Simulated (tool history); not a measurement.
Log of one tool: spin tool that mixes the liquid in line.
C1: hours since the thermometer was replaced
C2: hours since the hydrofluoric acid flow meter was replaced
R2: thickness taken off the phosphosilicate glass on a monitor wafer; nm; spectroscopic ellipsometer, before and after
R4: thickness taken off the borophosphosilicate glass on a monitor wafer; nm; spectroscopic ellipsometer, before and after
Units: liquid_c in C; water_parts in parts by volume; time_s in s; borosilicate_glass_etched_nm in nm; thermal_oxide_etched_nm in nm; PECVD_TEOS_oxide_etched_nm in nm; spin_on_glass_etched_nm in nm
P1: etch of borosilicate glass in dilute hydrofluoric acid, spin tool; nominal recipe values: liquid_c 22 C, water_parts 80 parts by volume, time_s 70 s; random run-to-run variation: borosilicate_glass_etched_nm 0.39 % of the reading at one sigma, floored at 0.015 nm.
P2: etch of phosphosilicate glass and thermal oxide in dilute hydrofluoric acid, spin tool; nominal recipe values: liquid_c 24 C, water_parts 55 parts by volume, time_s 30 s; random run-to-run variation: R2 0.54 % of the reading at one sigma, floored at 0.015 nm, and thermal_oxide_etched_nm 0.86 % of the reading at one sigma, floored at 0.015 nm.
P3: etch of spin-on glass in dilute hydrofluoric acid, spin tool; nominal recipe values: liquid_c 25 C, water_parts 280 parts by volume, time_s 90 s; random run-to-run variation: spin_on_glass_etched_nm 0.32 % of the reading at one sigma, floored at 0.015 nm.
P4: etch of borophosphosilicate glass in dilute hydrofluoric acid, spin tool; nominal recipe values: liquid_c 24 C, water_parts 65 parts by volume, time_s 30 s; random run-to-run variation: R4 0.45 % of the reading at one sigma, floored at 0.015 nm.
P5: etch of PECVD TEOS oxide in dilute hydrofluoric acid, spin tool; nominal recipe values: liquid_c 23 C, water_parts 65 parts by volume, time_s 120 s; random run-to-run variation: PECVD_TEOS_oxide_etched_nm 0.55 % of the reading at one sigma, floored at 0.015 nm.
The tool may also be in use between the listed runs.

run 1 hour=9.2 | process=P1 liquid_c=22 water_parts=80 time_s=70 | C1=748.6 C2=276.6 | borosilicate_glass_etched_nm=35.011
run 2 hour=13.3 | process=P1 liquid_c=22 water_parts=130 time_s=70 | C1=752.7 C2=280.7 | borosilicate_glass_etched_nm=20.194
run 3 hour=19.6 | process=P1 liquid_c=22 water_parts=80 time_s=70 | C1=759 C2=287 | borosilicate_glass_etched_nm=35.054
run 4 hour=28.5 | process=P2 liquid_c=24 water_parts=55 time_s=15 | C1=767.9 C2=295.9 | R2=50.753 thermal_oxide_etched_nm=1.3202
run 5 hour=36.2 | process=P4 liquid_c=24 water_parts=65 time_s=15 | C1=775.6 C2=303.6 | R4=20.126
run 6 hour=41 | process=P2 liquid_c=24 water_parts=55 time_s=30 | C1=780.4 C2=308.4 | R2=102.56 thermal_oxide_etched_nm=2.5945
run 7 hour=46.1 | process=P5 liquid_c=23 water_parts=65 time_s=190 | C1=785.5 C2=313.5 | PECVD_TEOS_oxide_etched_nm=48.81
run 8 hour=55.4 | process=P4 liquid_c=24 water_parts=115 time_s=30 | C1=794.8 C2=322.8 | R4=21.458
run 9 hour=61.3 | process=P4 liquid_c=24 water_parts=65 time_s=30 | C1=800.7 C2=328.7 | R4=40.348
run 10 hour=70.4 | process=P2 liquid_c=24 water_parts=85 time_s=30 | C1=809.8 C2=337.8 | R2=63.385 thermal_oxide_etched_nm=1.5734
run 11 hour=79.2 | process=P1 liquid_c=22 water_parts=20 time_s=70 | C1=818.6 C2=346.6 | borosilicate_glass_etched_nm=151.56
run 12 hour=84 | process=P5 liquid_c=23 water_parts=30 time_s=120 | C1=823.4 C2=351.4 | PECVD_TEOS_oxide_etched_nm=69.356
run 13 hour=89.7 | process=P2 liquid_c=17 water_parts=55 time_s=30 | C1=829.1 C2=357.1 | R2=75.443 thermal_oxide_etched_nm=1.9054
run 14 hour=95.4 | process=P1 liquid_c=22 water_parts=80 time_s=120 | C1=834.8 C2=362.8 | borosilicate_glass_etched_nm=60.51
run 15 hour=103.7 | process=P1 liquid_c=27.5 water_parts=80 time_s=15 | C1=843.1 C2=371.1 | borosilicate_glass_etched_nm=9.4036
run 16 hour=109.7 | process=P5 liquid_c=30 water_parts=65 time_s=120 | C1=849.1 C2=377.1 | PECVD_TEOS_oxide_etched_nm=40.562
run 17 hour=116.7 | process=P3 liquid_c=17 water_parts=280 time_s=90 | C1=856.1 C2=384.1 | spin_on_glass_etched_nm=10.215
run 18 hour=121.8 | process=P3 liquid_c=25 water_parts=140 time_s=90 | C1=861.2 C2=389.2 | spin_on_glass_etched_nm=31.938
run 19 hour=126.6 | process=P1 liquid_c=22 water_parts=80 time_s=15 | C1=866 C2=394 | borosilicate_glass_etched_nm=7.527
run 20 hour=135.4 | process=P1 liquid_c=22 water_parts=80 time_s=70 | C1=874.8 C2=402.8 | borosilicate_glass_etched_nm=34.933
-- hour=142.4 hydrofluoric acid flow meter replaced
run 21 hour=144.2 | process=P3 liquid_c=25 water_parts=280 time_s=15 | C1=883.6 C2=1.8 | spin_on_glass_etched_nm=2.2975
run 22 hour=152.6 | process=P2 liquid_c=24 water_parts=55 time_s=30 | C1=892 C2=10.2 | R2=102.82 thermal_oxide_etched_nm=2.5816
run 23 hour=160 | process=P1 liquid_c=22 water_parts=80 time_s=70 | C1=899.4 C2=17.6 | borosilicate_glass_etched_nm=35.048
run 24 hour=166 | process=P5 liquid_c=23 water_parts=65 time_s=120 | C1=905.4 C2=23.6 | PECVD_TEOS_oxide_etched_nm=30.758
run 25 hour=171.5 | process=P4 liquid_c=18 water_parts=65 time_s=30 | C1=910.9 C2=29.1 | R4=31.442
run 26 hour=176.8 | process=P3 liquid_c=25 water_parts=280 time_s=90 | C1=916.2 C2=34.4 | spin_on_glass_etched_nm=13.662
run 27 hour=182.5 | process=P1 liquid_c=30 water_parts=80 time_s=70 | C1=921.9 C2=40.1 | borosilicate_glass_etched_nm=48.084
run 28 hour=188.4 | process=P1 liquid_c=22 water_parts=25 time_s=110 | C1=927.8 C2=46 | borosilicate_glass_etched_nm=187.82
run 29 hour=195.3 | process=P1 liquid_c=17 water_parts=80 time_s=70 | C1=934.7 C2=52.9 | borosilicate_glass_etched_nm=28.179
run 30 hour=200 | process=P1 liquid_c=22 water_parts=80 time_s=70 | C1=939.4 C2=57.6 | borosilicate_glass_etched_nm=35.027
run 31 hour=205.6 | process=P1 liquid_c=22 water_parts=80 time_s=70 | C1=945 C2=63.2 | borosilicate_glass_etched_nm=34.106
run 32 hour=210.8 | process=P1 liquid_c=22 water_parts=80 time_s=70 | C1=950.2 C2=68.4 | borosilicate_glass_etched_nm=33.47
run 33 hour=215.5 | process=P1 liquid_c=22 water_parts=80 time_s=70 | C1=954.9 C2=73.1 | borosilicate_glass_etched_nm=32.811
run 34 hour=220.8 | process=P1 liquid_c=22 water_parts=80 time_s=70 | C1=960.2 C2=78.4 | borosilicate_glass_etched_nm=32.587
run 35 hour=227.6 | process=P1 liquid_c=22 water_parts=80 time_s=70 | C1=967 C2=85.2 | borosilicate_glass_etched_nm=32.089
run 36 hour=233 | process=P1 liquid_c=22 water_parts=80 time_s=70 | C1=972.4 C2=90.6 | borosilicate_glass_etched_nm=32.205
run 37 hour=239.9 | process=P1 liquid_c=22 water_parts=80 time_s=70 | C1=979.3 C2=97.5 | borosilicate_glass_etched_nm=31.724
run 38 hour=248.9 | process=P1 liquid_c=22 water_parts=80 time_s=70 | C1=988.3 C2=106.5 | borosilicate_glass_etched_nm=31.887
run 39 hour=256.5 | process=P1 liquid_c=22 water_parts=80 time_s=70 | C1=995.9 C2=114.1 | borosilicate_glass_etched_nm=31.675

Run 40 has not been measured yet. What should we expect?
run 40 hour=265 | process=P1 liquid_c=22 water_parts=80 time_s=70 | C1=1004.4 C2=122.6 | borosilicate_glass_etched_nm=?

{"run 40": {"borosilicate_glass_etched_nm": 31.64}}
